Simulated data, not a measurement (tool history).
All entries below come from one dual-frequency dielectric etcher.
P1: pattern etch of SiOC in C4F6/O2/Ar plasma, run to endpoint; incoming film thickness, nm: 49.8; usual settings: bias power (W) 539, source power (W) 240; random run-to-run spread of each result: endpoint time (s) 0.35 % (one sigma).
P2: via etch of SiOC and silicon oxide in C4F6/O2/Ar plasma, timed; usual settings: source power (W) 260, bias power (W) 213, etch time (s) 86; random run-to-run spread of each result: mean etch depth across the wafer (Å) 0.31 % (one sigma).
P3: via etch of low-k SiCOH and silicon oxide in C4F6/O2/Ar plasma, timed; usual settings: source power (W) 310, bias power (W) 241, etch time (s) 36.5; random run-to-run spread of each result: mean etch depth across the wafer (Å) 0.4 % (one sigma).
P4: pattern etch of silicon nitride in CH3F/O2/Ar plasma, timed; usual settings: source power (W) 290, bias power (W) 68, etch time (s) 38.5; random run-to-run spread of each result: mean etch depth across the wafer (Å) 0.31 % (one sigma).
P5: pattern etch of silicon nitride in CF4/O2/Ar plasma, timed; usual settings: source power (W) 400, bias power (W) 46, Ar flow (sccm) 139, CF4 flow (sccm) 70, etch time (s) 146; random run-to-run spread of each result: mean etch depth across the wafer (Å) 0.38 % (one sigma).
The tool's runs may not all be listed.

run   hour  process that ran  bias power (W)  source power (W)  Ar flow (sccm)  CF4 flow (sccm)  etch time (s)  hours since the last wet clean  hours since the last bias power generator calibration  hours since the last source power generator calibration  endpoint time (s)  mean etch depth across the wafer (Å)
  1    3.3                P1             539               240                                                                           257.9                                                 2185.5                                                   2051.3             19.176
  2    5.3                P1             395               290                                                                           259.9                                                 2187.5                                                   2053.3             20.158
  3    9.7                P1             539               290                                                                           264.3                                                 2191.9                                                   2057.7             18.041
  4   13.8                P5              46               400              95               70            146                           268.4                                                   2196                                                   2061.8                                                   2077.4
  5   15.8                P3             241               310                                            36.5                           270.4                                                   2198                                                   2063.8                                                   878.14
  6   18.1                P4              81               290                                            38.5                           272.7                                                 2200.3                                                   2066.1                                                    248.2
  7   20.9                P5              27               400             139               70            146                           275.5                                                 2203.1                                                   2068.9                                                   1596.5
  8   23.9                P5              46               400             139               49            146                           278.5                                                 2206.1                                                   2071.9                                                     1872
  9   26.9                P3             241               310                                            36.5                           281.5                                                 2209.1                                                   2074.9                                                   881.97
 10   31.2                P2             213               260                                              86                           285.8                                                 2213.4                                                   2079.2                                                   874.99
        32  -- wet clean of the chamber
 11     35                P5              46               400             139               70            146                             3.1                                                 2217.2                                                     2083                                                   1965.4
 12   38.3                P1             419               240                                                                             6.4                                                 2220.5                                                   2086.3             21.231
 13   42.1                P1             539               240                                                                            10.2                                                 2224.3                                                   2090.1              19.32
 14   46.6                P1             332               150                                                                            14.7                                                 2228.8                                                   2094.6             27.296
 15   50.2                P3             186               310                                            36.5                            18.3                                                 2232.4                                                   2098.2                                                   798.88
 16   53.6                P4              68               290                                            38.5                            21.7                                                 2235.8                                                   2101.6                                                   234.97
 17   56.4                P1             539               150                                                                            24.5                                                 2238.6                                                   2104.4             22.876
 18   58.6                P5              46               400             139               70             93                            26.7                                                 2240.8                                                   2106.6                                                   1260.5
 19   61.3                P2             213               260                                            65.5                            29.4                                                 2243.5                                                   2109.3                                                   669.31
 20   65.5                P3             241               310                                              23                            33.6                                                 2247.7                                                   2113.5                                                   551.74
 21   68.5                P2             213               200                                              86                            36.6                                                 2250.7                                                   2116.5                                                   787.54
 22   71.9                P4              68               290                                              55                              40                                                 2254.1                                                   2119.9                                                   336.29
 23   75.6                P5              46               320             139               70            146                            43.7                                                 2257.8                                                   2123.6                                                   1623.3
 24   78.9                P4              68               290                                            38.5                              47                                                 2261.1                                                   2126.9                                                    235.7
 25   82.7                P1             762               240                                                                            50.8                                                 2264.9                                                   2130.7             16.803
 26   87.1                P2             273               260                                              86                            55.2                                                 2269.3                                                   2135.1                                                   951.41
 27   89.8                P1             539               240                                                                            57.9                                                   2272                                                   2137.8             19.301
 28   92.6                P1             539               240                                                                            60.7                                                 2274.8                                                   2140.6             19.225
 29     96                P3             241               190                                            36.5                            64.1                                                 2278.2                                                     2144                                                   728.29
 30   98.8                P1             539               240                                                                            66.9                                                   2281                                                   2146.8             19.196
 31    101                P1             365               170                                                                            69.1                                                 2283.2                                                     2149             25.341
 32  105.3                P4              68               230                                            38.5                            73.4                                                 2287.5                                                   2153.3                                                   215.07
 33  107.3                P1             539               240                                                                            75.4                                                 2289.5                                                   2155.3             19.313
 34  111.3                P1             539               240                                                                            79.4                                                 2293.5                                                   2159.3             19.316
 35  115.7                P1             539               240                                                                            83.8                                                 2297.9                                                   2163.7             19.425
 36  119.4                P1             539               240                                                                            87.5                                                 2301.6                                                   2167.4             19.442
     123.8  -- wet clean of the chamber
 37  123.9                P1             539               240                                                                             0.2                                                 2306.1                                                   2171.9             19.688
 38  127.2                P1             539               240                                                                             3.5                                                 2309.4                                                   2175.2              19.54
 39  129.6                P1             539               240                                                                             5.9                                                 2311.8                                                   2177.6               19.6
 40  133.9                P1             539               240                                                                            10.2                                                 2316.1                                                   2181.9             19.549
 41  137.1                P1             539               240                                                                            13.4                                                 2319.3                                                   2185.1             19.587
 42  140.3                P1             539               240                                                                            16.6                                                 2322.5                                                   2188.3             19.548
 43  143.2                P1             539               240                                                                            19.5                                                 2325.4                                                   2191.2             19.592
 44  146.1                P1             539               240                                                                            22.4                                                 2328.3                                                   2194.1              19.63

Compared with where it was, what P1 gives has crept away. Each cause listed below fits the log as well as the rest, at the size given for it:
A: bias power that arrives under what is set, % = 4.51
B: source power that arrives under what is set, % = 4.76
The process output started creeping at around hour 107.3.
All other causes, with the reason each is excluded:
chamber walls in a state that lowers the etch rate, %: maintenance at hour 123.8, after the shift began, did not return the process to its former output

The 4 check runs listed below each average the results of 2 wafers, and their outcomes are marked with question marks. Under which run would the listed causes produce clearly different results?
check 1   149                P2             213               260                                              86                                                                                                                                                                                                        ?
check 2   149                P5              46               400             139               70            146                                                                                                                                                                                                        ?
check 3   149                P3             241               310                                            36.5                                                                                                                                                                                                        ?
check 4   149                P4              68               290                                            38.5                                                                                                                                                                                                        ?

What each check would give under each cause:
  check                                result    if A    if B
check 1  mean etch depth across the wafer (Å)  861.04  858.63
check 2  mean etch depth across the wafer (Å)  1927.6  1883.8
check 3  mean etch depth across the wafer (Å)  863.56  861.06
check 4  mean etch depth across the wafer (Å)  231.21  230.64
Separation of the two closest causes in each check, using whichever result separates them best: check 1 0.28 %; check 2 2.3 %; check 3 0.29 %; check 4 0.25 %
Check 2 is the one run that separates the causes; every other check would come out nearly the same whichever cause is at work.

Check 2 has now been run. It gave: mean etch depth across the wafer (Å) 1936.5. Which of the candidate causes is it?

The cause is A: bias power that arrives under what is set, %.

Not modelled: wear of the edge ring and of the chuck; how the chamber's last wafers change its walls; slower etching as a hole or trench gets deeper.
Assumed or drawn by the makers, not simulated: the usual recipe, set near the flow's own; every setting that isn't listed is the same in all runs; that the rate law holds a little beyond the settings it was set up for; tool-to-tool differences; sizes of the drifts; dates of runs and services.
